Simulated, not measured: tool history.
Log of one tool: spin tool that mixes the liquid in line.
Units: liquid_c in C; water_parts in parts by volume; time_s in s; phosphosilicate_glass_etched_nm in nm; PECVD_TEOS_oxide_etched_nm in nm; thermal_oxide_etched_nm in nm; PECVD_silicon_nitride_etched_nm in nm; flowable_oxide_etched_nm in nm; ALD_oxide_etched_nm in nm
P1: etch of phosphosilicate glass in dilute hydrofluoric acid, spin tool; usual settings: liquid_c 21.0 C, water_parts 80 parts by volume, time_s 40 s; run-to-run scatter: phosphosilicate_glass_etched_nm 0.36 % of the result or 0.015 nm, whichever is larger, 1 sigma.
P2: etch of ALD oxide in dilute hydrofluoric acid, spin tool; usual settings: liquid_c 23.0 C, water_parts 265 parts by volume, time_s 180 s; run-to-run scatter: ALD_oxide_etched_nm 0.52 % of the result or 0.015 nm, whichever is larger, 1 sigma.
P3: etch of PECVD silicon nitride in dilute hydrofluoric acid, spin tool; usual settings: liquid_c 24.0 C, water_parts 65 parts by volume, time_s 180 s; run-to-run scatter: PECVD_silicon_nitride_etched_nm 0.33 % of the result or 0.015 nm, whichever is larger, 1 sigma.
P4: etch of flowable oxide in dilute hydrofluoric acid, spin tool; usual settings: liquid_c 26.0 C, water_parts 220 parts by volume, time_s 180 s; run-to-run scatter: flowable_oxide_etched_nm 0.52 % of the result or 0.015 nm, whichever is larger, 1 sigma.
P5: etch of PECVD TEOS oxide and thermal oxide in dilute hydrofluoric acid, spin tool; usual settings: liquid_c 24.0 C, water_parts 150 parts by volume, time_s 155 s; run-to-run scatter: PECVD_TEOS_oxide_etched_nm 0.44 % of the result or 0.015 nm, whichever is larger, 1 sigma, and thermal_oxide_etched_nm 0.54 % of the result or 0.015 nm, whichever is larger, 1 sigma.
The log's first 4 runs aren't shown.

| run | hour | process | liquid_c | water_parts | time_s | phosphosilicate_glass_etched_nm | PECVD_TEOS_oxide_etched_nm | thermal_oxide_etched_nm | PECVD_silicon_nitride_etched_nm | flowable_oxide_etched_nm | ALD_oxide_etched_nm |
|---|---|---|---|---|---|---|---|---|---|---|---|
| 5 | 21.8 | P1 | 21.0 | 50 | 40 | 51.784 |  |  |  |  |  |
| 6 | 28.1 | P5 | 24.0 | 150 | 155 |  | 8.2496 | 4.4278 |  |  |  |
| 7 | 32.4 | P1 | 21.0 | 20 | 55 | 184.560 |  |  |  |  |  |
| 8 | 35.9 | P1 | 29.0 | 80 | 40 | 42.682 |  |  |  |  |  |
| 9 | 40.8 | P1 | 21.0 | 80 | 40 | 31.078 |  |  |  |  |  |
| 10 | 43.6 | P2 | 23.0 | 55 | 180 |  |  |  |  |  | 32.6120 |
| 11 | 49.4 | P1 | 21.0 | 125 | 40 | 18.991 |  |  |  |  |  |
| 12 | 55.6 | P4 | 26.0 | 220 | 180 |  |  |  |  | 28.0940 |  |
|  | 59.6 | hydrofluoric acid flow meter replaced |
| 13 | 61.4 | P1 | 21.0 | 80 | 40 | 31.068 |  |  |  |  |  |
| 14 | 67.2 | P4 | 20.0 | 220 | 180 |  |  |  |  | 22.5940 |  |
| 15 | 72.2 | P1 | 21.0 | 80 | 40 | 31.175 |  |  |  |  |  |
| 16 | 75.0 | P1 | 21.0 | 80 | 40 | 31.204 |  |  |  |  |  |
| 17 | 78.3 | P3 | 29.5 | 65 | 180 |  |  |  | 20.035 |  |  |
| 18 | 83.3 | P2 | 23.0 | 265 | 180 |  |  |  |  |  | 5.3649 |
| 19 | 87.0 | P1 | 17.0 | 80 | 40 | 26.279 |  |  |  |  |  |
| 20 | 91.4 | P2 | 23.0 | 265 | 180 |  |  |  |  |  | 5.3930 |
| 21 | 95.9 | P2 | 23.0 | 265 | 40 |  |  |  |  |  | 1.2158 |
| 22 | 100.1 | P1 | 17.0 | 80 | 20 | 13.132 |  |  |  |  |  |
| 23 | 105.7 | P5 | 24.0 | 70 | 155 |  | 19.6270 | 10.3960 |  |  |  |
| 24 | 109.4 | P3 | 24.0 | 65 | 180 |  |  |  | 14.021 |  |  |
| 25 | 112.3 | P1 | 17.5 | 80 | 15 | 10.111 |  |  |  |  |  |
| 26 | 115.1 | P4 | 26.0 | 220 | 180 |  |  |  |  | 28.1980 |  |
| 27 | 118.4 | P5 | 17.0 | 150 | 155 |  | 6.3070 | 3.3167 |  |  |  |
| 28 | 123.7 | P4 | 26.0 | 220 | 45 |  |  |  |  | 6.9495 |  |

Run 29 comes next. What will it give?
| 29 | 129.2 | P1 | 21.0 | 80 | 75 | ? |  |  |  |  |  |

Run 29 gave phosphosilicate_glass_etched_nm 58.079 nm.

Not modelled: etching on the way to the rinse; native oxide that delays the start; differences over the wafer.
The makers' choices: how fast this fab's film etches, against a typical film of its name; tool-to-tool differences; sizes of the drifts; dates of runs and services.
